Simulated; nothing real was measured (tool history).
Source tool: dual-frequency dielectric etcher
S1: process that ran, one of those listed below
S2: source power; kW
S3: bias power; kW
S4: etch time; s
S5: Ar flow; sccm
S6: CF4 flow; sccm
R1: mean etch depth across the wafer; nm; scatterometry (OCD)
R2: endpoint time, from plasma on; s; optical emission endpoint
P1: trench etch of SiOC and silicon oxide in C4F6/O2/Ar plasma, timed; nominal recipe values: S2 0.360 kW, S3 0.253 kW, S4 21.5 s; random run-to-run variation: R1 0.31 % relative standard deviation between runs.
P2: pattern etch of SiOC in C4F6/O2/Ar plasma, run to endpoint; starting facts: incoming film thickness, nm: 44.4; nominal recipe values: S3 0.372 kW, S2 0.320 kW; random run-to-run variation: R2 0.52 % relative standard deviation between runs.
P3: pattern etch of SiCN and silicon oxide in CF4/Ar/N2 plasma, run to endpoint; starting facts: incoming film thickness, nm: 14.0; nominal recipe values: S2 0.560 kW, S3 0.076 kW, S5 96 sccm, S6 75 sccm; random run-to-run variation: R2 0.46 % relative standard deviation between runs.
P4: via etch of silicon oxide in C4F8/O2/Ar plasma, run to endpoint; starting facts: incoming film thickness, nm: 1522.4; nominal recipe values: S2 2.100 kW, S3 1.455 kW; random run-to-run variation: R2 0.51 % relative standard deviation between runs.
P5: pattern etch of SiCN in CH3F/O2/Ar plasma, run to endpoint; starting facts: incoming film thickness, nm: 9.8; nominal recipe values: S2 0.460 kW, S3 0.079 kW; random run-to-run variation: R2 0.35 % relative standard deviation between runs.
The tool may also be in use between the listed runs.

run	hour	S1	S2	S3	S4	S5	S6	R1	R2
1	6.1	P1	0.360	0.253	21.5			45.699	
2	15.9	P1	0.360	0.253	28.0			59.646	
3	26.5	P3	0.560	0.076		96	75		12.824
4	36.5	P1	0.360	0.253	16.0			34.153	
5	46.9	P1	0.360	0.195	21.5			42.009	
6	56.1	P5	0.460	0.079					24.145
7	65.1	P5	0.590	0.079					22.107
8	76.4	P1	0.260	0.253	21.5			40.622	
9	82.7	P3	0.560	0.076		96	50		13.580
10	94.0	P3	0.440	0.076		96	75		15.906
11	104.0	P1	0.480	0.253	21.5			51.194	
12	115.8	P2	0.320	0.483					16.859
13	123.4	P1	0.360	0.253	21.5			45.796	
14	130.2	P2	0.410	0.372					16.758
15	138.1	P3	0.560	0.076		130	75		13.399
16	148.0	P4	2.100	1.455					315.520
17	153.7	P1	0.360	0.253	21.5			45.993	
18	162.5	P1	0.360	0.312	21.5			49.251	
19	174.1	P1	0.360	0.188	30.5			59.006	
20	182.3	P5	0.460	0.096					22.577
21	192.3	P2	0.320	0.372					18.545
22	199.4	P3	0.560	0.098		96	75		11.820
23	211.8	P4	2.100	0.984					348.190
24	219.9	P5	0.460	0.079					24.372
25	229.8	P1	0.360	0.253	21.5			45.702	
26	239.9	P1	0.360	0.253	21.5			45.993	
27	252.8	P4	1.660	1.455					347.090
28	259.8	P4	2.100	1.455					317.150
29	265.6	P1	0.490	0.339	21.5			56.996	
30	278.5	P2	0.320	0.372					18.607
31	288.2	P1	0.360	0.253	21.5			45.773	
32	299.1	P1	0.360	0.253	21.5			45.984	
33	305.6	P1	0.360	0.253	21.5			46.157	
34	315.7	P1	0.360	0.253	21.5			46.238	
35	326.3	P1	0.360	0.253	21.5			46.465	
36	337.9	P1	0.360	0.253	21.5			46.590	
37	350.1	P1	0.360	0.253	21.5			46.510	
# hour 353.7: wet clean of the chamber
38	362.1	P1	0.360	0.253	21.5			46.352	
39	371.3	P1	0.360	0.253	21.5			46.260	
40	378.3	P1	0.360	0.253	21.5			46.400	

What P1 gives has crept off from where it sat before. The 2 causes that follow fit the log equally well, each at the size noted:
A: source power that arrives over what is set, % = 4.14
B: bias power that arrives over what is set, % = 4.62
The gradual shift began around hour 288.2.
Why every other cause is out:
chamber walls in a state that raises the etch rate, %: serviced at hour 353.7, after the drift had started, without restoring the earlier output

Each of the check runs listed below is run on 3 wafers and reports their average, with the results left as question marks. Pick the one under which the possible causes would lead to clearly different results.
check 1	385.3	P4	2.100	1.455					?
check 2	385.3	P3	0.560	0.076		96	75		?
check 3	385.3	P5	0.460	0.079					?
check 4	385.3	P2	0.320	0.372					?

What every check run would give for each of its results, assuming each possible cause in turn:
check	result	if A	if B
check 1	R2	310.500	311.910
check 2	R2	12.382	12.643
check 3	R2	23.861	23.838
check 4	R2	18.228	18.205
Separation of the two closest causes in each check, using whichever result separates them best: check 1 0.45 %; check 2 2.09 %; check 3 0.1 %; check 4 0.13 %
Check 2 is the one run that separates the causes; every other check would come out nearly the same whichever cause is at work.

Then check 2 was run and gave: R2 12.406 s. Which cause is it?

It was cause A: source power that arrives over what is set, %.

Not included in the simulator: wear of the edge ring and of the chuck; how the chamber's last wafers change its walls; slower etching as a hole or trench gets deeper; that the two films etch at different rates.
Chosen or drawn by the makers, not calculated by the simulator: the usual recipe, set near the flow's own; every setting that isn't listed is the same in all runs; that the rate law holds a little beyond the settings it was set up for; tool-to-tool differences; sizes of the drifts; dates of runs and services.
